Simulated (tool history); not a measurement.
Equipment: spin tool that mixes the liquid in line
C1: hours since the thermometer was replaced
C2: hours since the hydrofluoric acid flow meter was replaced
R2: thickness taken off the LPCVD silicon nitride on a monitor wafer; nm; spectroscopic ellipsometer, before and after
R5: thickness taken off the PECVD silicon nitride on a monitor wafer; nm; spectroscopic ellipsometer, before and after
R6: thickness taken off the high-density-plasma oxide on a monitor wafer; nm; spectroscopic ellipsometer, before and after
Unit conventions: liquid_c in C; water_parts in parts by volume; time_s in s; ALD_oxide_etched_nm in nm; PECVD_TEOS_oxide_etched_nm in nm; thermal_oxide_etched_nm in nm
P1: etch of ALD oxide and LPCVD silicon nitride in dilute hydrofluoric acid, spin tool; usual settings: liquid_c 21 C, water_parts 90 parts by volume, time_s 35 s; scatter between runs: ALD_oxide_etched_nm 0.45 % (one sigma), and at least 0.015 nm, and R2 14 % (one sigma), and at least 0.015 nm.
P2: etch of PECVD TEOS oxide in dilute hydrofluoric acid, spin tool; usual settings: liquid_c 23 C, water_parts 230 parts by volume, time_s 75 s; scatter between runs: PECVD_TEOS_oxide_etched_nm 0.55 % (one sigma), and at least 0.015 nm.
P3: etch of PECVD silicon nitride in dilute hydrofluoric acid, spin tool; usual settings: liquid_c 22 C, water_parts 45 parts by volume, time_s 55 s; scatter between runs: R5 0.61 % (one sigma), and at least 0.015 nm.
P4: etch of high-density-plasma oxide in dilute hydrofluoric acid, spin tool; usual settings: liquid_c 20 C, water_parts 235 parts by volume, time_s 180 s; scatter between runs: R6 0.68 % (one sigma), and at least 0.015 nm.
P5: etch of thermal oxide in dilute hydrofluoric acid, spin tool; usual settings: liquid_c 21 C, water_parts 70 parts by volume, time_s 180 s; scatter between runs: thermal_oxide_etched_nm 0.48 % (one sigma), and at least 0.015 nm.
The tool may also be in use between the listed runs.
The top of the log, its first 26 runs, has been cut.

Run 27, hour 315.3: process P1, liquid_c 17 C, water_parts 90 parts by volume, time_s 35 s; C1 755.5; C2 163.6. Result: ALD_oxide_etched_nm 5.6132 nm, R2 0.10107 nm.
Run 28, hour 324.4: process P5, liquid_c 17 C, water_parts 70 parts by volume, time_s 180 s; C1 764.6; C2 172.7. Result: thermal_oxide_etched_nm 10.089 nm.
Run 29, hour 339.6: process P1, liquid_c 26.5 C, water_parts 90 parts by volume, time_s 35 s; C1 779.8; C2 187.9. Result: ALD_oxide_etched_nm 8.2919 nm, R2 0.23513 nm.
Run 30, hour 353.8: process P4, liquid_c 20 C, water_parts 150 parts by volume, time_s 180 s; C1 794; C2 202.1. Result: R6 6.1302 nm.
Run 31, hour 361.5: process P1, liquid_c 21 C, water_parts 90 parts by volume, time_s 35 s; C1 801.7; C2 209.8. Result: ALD_oxide_etched_nm 6.7278 nm, R2 0.21817 nm.
Run 32, hour 371.1: process P1, liquid_c 21 C, water_parts 90 parts by volume, time_s 35 s; C1 811.3; C2 219.4. Result: ALD_oxide_etched_nm 6.6274 nm, R2 0.20476 nm.
Run 33, hour 378.4: process P1, liquid_c 21 C, water_parts 90 parts by volume, time_s 35 s; C1 818.6; C2 226.7. Result: ALD_oxide_etched_nm 6.5575 nm, R2 0.20953 nm.
Run 34, hour 386: process P1, liquid_c 21 C, water_parts 90 parts by volume, time_s 35 s; C1 826.2; C2 234.3. Result: ALD_oxide_etched_nm 6.4107 nm, R2 0.1783 nm.
Run 35, hour 398.9: process P1, liquid_c 21 C, water_parts 90 parts by volume, time_s 35 s; C1 839.1; C2 247.2. Result: ALD_oxide_etched_nm 6.2956 nm, R2 0.15589 nm.
Run 36, hour 409.7: process P1, liquid_c 21 C, water_parts 90 parts by volume, time_s 35 s; C1 849.9; C2 258. Result: ALD_oxide_etched_nm 6.2454 nm, R2 0.18826 nm.
Run 37, hour 421.2: process P1, liquid_c 21 C, water_parts 90 parts by volume, time_s 35 s; C1 861.4; C2 269.5. Result: ALD_oxide_etched_nm 6.2126 nm, R2 0.1605 nm.
Run 38, hour 429.9: process P1, liquid_c 21 C, water_parts 90 parts by volume, time_s 35 s; C1 870.1; C2 278.2. Result: ALD_oxide_etched_nm 6.2497 nm, R2 0.14338 nm.

For run 39, what comes out?
Run 39, hour 444.9: process P1, liquid_c 21 C, water_parts 90 parts by volume, time_s 35 s; C1 885.1; C2 293.2. Result: ALD_oxide_etched_nm ?, R2 ?.

Run 39 gave ALD_oxide_etched_nm 6.1746 nm, R2 0.12151 nm.
